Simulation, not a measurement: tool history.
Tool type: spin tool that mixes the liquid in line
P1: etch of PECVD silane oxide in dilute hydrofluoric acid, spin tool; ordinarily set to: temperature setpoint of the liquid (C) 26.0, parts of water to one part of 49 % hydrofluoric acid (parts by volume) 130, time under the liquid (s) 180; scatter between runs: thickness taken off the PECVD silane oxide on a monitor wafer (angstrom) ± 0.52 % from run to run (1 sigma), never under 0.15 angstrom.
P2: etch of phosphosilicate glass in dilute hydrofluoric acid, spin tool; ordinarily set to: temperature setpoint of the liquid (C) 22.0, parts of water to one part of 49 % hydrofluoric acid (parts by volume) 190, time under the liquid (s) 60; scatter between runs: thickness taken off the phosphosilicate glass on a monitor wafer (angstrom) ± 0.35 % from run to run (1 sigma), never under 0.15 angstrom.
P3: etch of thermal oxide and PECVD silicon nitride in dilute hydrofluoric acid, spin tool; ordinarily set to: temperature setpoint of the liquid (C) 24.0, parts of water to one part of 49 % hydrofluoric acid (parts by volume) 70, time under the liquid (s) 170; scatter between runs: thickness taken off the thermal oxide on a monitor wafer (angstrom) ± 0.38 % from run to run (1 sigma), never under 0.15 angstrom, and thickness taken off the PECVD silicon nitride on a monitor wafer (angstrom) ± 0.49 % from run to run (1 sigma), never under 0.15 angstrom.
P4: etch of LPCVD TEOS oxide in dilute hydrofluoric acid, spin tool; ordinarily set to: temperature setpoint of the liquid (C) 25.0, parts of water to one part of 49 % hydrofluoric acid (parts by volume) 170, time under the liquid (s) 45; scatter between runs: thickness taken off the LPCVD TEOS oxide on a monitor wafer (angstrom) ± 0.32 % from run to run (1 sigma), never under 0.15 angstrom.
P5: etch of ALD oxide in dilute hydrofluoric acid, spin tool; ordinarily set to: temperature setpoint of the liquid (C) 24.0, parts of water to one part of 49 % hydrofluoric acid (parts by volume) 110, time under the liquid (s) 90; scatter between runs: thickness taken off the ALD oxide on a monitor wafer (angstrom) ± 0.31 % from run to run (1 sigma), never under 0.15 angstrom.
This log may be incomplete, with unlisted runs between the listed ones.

| run | hour | process that ran | temperature setpoint of the liquid (C) | parts of water to one part of 49 % hydrofluoric acid (parts by volume) | time under the liquid (s) | thickness taken off the PECVD silane oxide on a monitor wafer (angstrom) | thickness taken off the phosphosilicate glass on a monitor wafer (angstrom) | thickness taken off the thermal oxide on a monitor wafer (angstrom) | thickness taken off the PECVD silicon nitride on a monitor wafer (angstrom) | thickness taken off the LPCVD TEOS oxide on a monitor wafer (angstrom) | thickness taken off the ALD oxide on a monitor wafer (angstrom) |
|---|---|---|---|---|---|---|---|---|---|---|---|
| 1 | 5.9 | P1 | 26.0 | 130 | 180 | 306.310 |  |  |  |  |  |
| 2 | 12.3 | P2 | 22.0 | 190 | 60 |  | 310.310 |  |  |  |  |
| 3 | 17.8 | P1 | 26.0 | 235 | 180 | 149.520 |  |  |  |  |  |
| 4 | 23.5 | P3 | 17.0 | 70 | 170 |  |  | 94.281 | 72.849 |  |  |
| 5 | 30.1 | P2 | 22.0 | 190 | 15 |  | 76.822 |  |  |  |  |
| 6 | 34.4 | P1 | 26.0 | 130 | 180 | 305.230 |  |  |  |  |  |
| 7 | 41.1 | P1 | 26.0 | 130 | 180 | 307.150 |  |  |  |  |  |
| 8 | 45.3 | P4 | 25.0 | 170 | 15 |  |  |  |  | 34.634 |  |
| 9 | 49.4 | P5 | 31.0 | 110 | 90 |  |  |  |  |  | 335.79 |
| 10 | 52.6 | P3 | 24.0 | 100 | 170 |  |  | 85.299 | 83.100 |  |  |
| 11 | 55.9 | P1 | 26.0 | 130 | 340 | 575.500 |  |  |  |  |  |
| 12 | 61.0 | P1 | 34.0 | 130 | 180 | 411.700 |  |  |  |  |  |
| 13 | 66.8 | P5 | 24.0 | 110 | 165 |  |  |  |  |  | 473.58 |
| 14 | 71.4 | P1 | 26.0 | 130 | 40 | 68.261 |  |  |  |  |  |
| 15 | 74.4 | P3 | 24.0 | 70 | 65 |  |  | 48.039 | 45.133 |  |  |
| 16 | 79.2 | P4 | 25.0 | 170 | 45 |  |  |  |  | 103.830 |  |
| 17 | 86.0 | P4 | 25.0 | 235 | 45 |  |  |  |  | 70.252 |  |
| 18 | 91.4 | P4 | 19.5 | 170 | 45 |  |  |  |  | 84.460 |  |
| 19 | 94.4 | P3 | 24.0 | 70 | 170 |  |  | 126.040 | 117.830 |  |  |
| 20 | 98.5 | P3 | 24.0 | 70 | 170 |  |  | 125.560 | 118.500 |  |  |
| 21 | 102.9 | P2 | 17.0 | 190 | 60 |  | 254.110 |  |  |  |  |
| 22 | 109.3 | P1 | 26.0 | 180 | 295 | 340.360 |  |  |  |  |  |
| 23 | 115.9 | P1 | 26.0 | 130 | 180 | 306.310 |  |  |  |  |  |
| 24 | 122.5 | P5 | 24.0 | 180 | 90 |  |  |  |  |  | 145.68 |
| 25 | 126.1 | P5 | 24.0 | 110 | 90 |  |  |  |  |  | 257.07 |
| 26 | 131.4 | P1 | 20.5 | 130 | 180 | 247.900 |  |  |  |  |  |
| 27 | 135.3 | P1 | 26.0 | 75 | 180 | 572.790 |  |  |  |  |  |
| 28 | 141.3 | P1 | 26.0 | 130 | 180 | 307.650 |  |  |  |  |  |
| 29 | 146.3 | P2 | 22.0 | 325 | 60 |  | 159.290 |  |  |  |  |
| 30 | 151.2 | P2 | 22.0 | 190 | 60 |  | 310.190 |  |  |  |  |
| 31 | 158.1 | P1 | 26.0 | 130 | 180 | 305.680 |  |  |  |  |  |
| 32 | 163.6 | P1 | 26.0 | 130 | 180 | 297.330 |  |  |  |  |  |
| 33 | 168.9 | P1 | 26.0 | 130 | 180 | 293.980 |  |  |  |  |  |
| 34 | 171.9 | P1 | 26.0 | 130 | 180 | 290.340 |  |  |  |  |  |
| 35 | 178.7 | P1 | 26.0 | 130 | 180 | 287.040 |  |  |  |  |  |
| 36 | 184.4 | P1 | 26.0 | 130 | 180 | 285.940 |  |  |  |  |  |
| 37 | 187.8 | P1 | 26.0 | 130 | 180 | 284.690 |  |  |  |  |  |
| 38 | 193.2 | P1 | 26.0 | 130 | 180 | 283.880 |  |  |  |  |  |
| 39 | 198.0 | P1 | 26.0 | 130 | 180 | 283.180 |  |  |  |  |  |
| 40 | 201.5 | P1 | 26.0 | 130 | 180 | 282.120 |  |  |  |  |  |
| 41 | 208.1 | P1 | 26.0 | 130 | 180 | 284.270 |  |  |  |  |  |

What P1 gives has crept off from where it sat before. The 2 causes that follow fit the log equally well, each at the size noted:
A: liquid colder than its thermometer reads (K) = 2.15
B: hydrofluoric acid flow below the setpoint (%) = 6.84
At approximately hour 158.1, the process output began to creep.

4 check runs are offered, one wafer each, their results left as question marks. Which one tells the causes apart?
| check 1 | 214.7 | P4 | 25.0 | 170 | 45 |  |  |  |  | ? |  |
| check 2 | 214.7 | P3 | 24.0 | 70 | 170 |  |  | ? | ? |  |  |
| check 3 | 214.7 | P2 | 22.0 | 190 | 60 |  | ? |  |  |  |  |
| check 4 | 214.7 | P5 | 24.0 | 110 | 90 |  |  |  |  |  | ? |

What every check run would give for each of its results, assuming each possible cause in turn:
| check | result | if A | if B |
|---|---|---|---|
| check 1 | thickness taken off the LPCVD TEOS oxide on a monitor wafer (angstrom) | 96.091 | 95.724 |
| check 2 | thickness taken off the thermal oxide on a monitor wafer (angstrom) | 115.370 | 116.580 |
| check 2 | thickness taken off the PECVD silicon nitride on a monitor wafer (angstrom) | 102.080 | 110.040 |
| check 3 | thickness taken off the phosphosilicate glass on a monitor wafer (angstrom) | 285.000 | 284.270 |
| check 4 | thickness taken off the ALD oxide on a monitor wafer (angstrom) | 236.56 | 237.70 |
Distance between the nearest two causes, measured in the result of the check that separates them most: check 1 0.38 %; check 2 7.51 %; check 3 0.25 %; check 4 0.48 %
Check 2 is the one run that separates the causes; every other check would come out nearly the same whichever cause is at work.

The results of check 2 are: thickness taken off the thermal oxide on a monitor wafer (angstrom) 115.120; thickness taken off the PECVD silicon nitride on a monitor wafer (angstrom) 102.310. Based on these, which of the listed causes is it?

Of the candidate causes, it is A: liquid colder than its thermometer reads (K).
